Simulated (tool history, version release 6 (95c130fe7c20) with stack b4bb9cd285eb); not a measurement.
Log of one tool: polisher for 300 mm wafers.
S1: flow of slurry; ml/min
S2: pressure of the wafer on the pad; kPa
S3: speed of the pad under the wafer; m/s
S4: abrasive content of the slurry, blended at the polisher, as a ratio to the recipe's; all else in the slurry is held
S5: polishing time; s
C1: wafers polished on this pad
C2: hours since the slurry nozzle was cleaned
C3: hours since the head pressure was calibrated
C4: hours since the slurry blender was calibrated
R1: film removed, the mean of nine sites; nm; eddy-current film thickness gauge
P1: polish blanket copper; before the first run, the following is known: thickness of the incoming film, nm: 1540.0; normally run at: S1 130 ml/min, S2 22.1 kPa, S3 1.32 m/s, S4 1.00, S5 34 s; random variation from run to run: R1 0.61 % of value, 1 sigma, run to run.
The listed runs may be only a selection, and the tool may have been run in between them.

run 1 day=0.208 | S1=130 S2=22.1 S3=1.32 S4=1.00 S5=34 | C1=519 C2=348.8 C3=296.5 C4=49.6 | R1=159.150
run 2 day=0.479 | S1=130 S2=22.1 S3=1.32 S4=1.00 S5=34 | C1=577 C2=355.3 C3=303.0 C4=56.1 | R1=160.030
run 3 day=0.871 | S1=130 S2=22.1 S3=0.98 S4=1.00 S5=34 | C1=662 C2=364.7 C3=312.4 C4=65.5 | R1=117.700
run 4 day=1.146 | S1=130 S2=13.1 S3=1.32 S4=1.00 S5=34 | C1=722 C2=371.3 C3=319.0 C4=72.1 | R1=95.482
run 5 day=1.404 | S1=190 S2=22.1 S3=0.82 S4=1.00 S5=34 | C1=778 C2=377.5 C3=325.2 C4=78.3 | R1=106.980
run 6 day=1.675 | S1=190 S2=22.1 S3=1.32 S4=1.00 S5=34 | C1=836 C2=384.0 C3=331.7 C4=84.8 | R1=171.100
-- day=1.771 head pressure recalibrated
run 7 day=1.850 | S1=130 S2=22.1 S3=1.32 S4=1.00 S5=34 | C1=874 C2=388.2 C3=1.9 C4=89.0 | R1=159.230
run 8 day=2.179 | S1=130 S2=22.1 S3=1.74 S4=1.00 S5=34 | C1=946 C2=396.1 C3=9.8 C4=96.9 | R1=209.580
run 9 day=2.375 | S1=130 S2=22.1 S3=1.32 S4=1.00 S5=51 | C1=988 C2=400.8 C3=14.5 C4=101.6 | R1=240.340
run 10 day=2.558 | S1=130 S2=22.1 S3=1.32 S4=1.00 S5=15 | C1=1028 C2=405.2 C3=18.9 C4=106.0 | R1=71.185
run 11 day=2.908 | S1=130 S2=22.1 S3=1.32 S4=0.65 S5=34 | C1=1104 C2=413.6 C3=27.3 C4=114.4 | R1=144.910
run 12 day=3.296 | S1=130 S2=22.1 S3=1.32 S4=1.40 S5=34 | C1=1188 C2=422.9 C3=36.6 C4=123.7 | R1=172.430
run 13 day=3.604 | S1=130 S2=22.1 S3=1.32 S4=0.75 S5=25 | C1=1254 C2=430.3 C3=44.0 C4=131.1 | R1=110.090
run 14 day=3.838 | S1=130 S2=22.1 S3=1.32 S4=1.00 S5=34 | C1=1305 C2=435.9 C3=49.6 C4=136.7 | R1=159.260
run 15 day=4.017 | S1=130 S2=32.4 S3=1.32 S4=1.00 S5=34 | C1=1344 C2=440.2 C3=53.9 C4=141.0 | R1=234.830
run 16 day=4.417 | S1=80 S2=22.1 S3=1.32 S4=1.00 S5=34 | C1=1430 C2=449.8 C3=63.5 C4=150.6 | R1=141.110
run 17 day=4.700 | S1=130 S2=22.1 S3=1.32 S4=1.00 S5=34 | C1=1492 C2=456.6 C3=70.3 C4=157.4 | R1=161.640
run 18 day=4.883 | S1=130 S2=22.1 S3=1.32 S4=1.00 S5=34 | C1=1531 C2=461.0 C3=74.7 C4=161.8 | R1=155.330
run 19 day=5.075 | S1=130 S2=22.1 S3=1.32 S4=1.00 S5=34 | C1=1573 C2=465.6 C3=79.3 C4=166.4 | R1=153.190

Estimate the outcome of run 20 from the log above:
run 20 day=5.267 | S1=130 S2=22.1 S3=1.32 S4=1.00 S5=34 | C1=1615 C2=470.2 C3=83.9 C4=171.0 | R1=?

R1: 150.260 nm
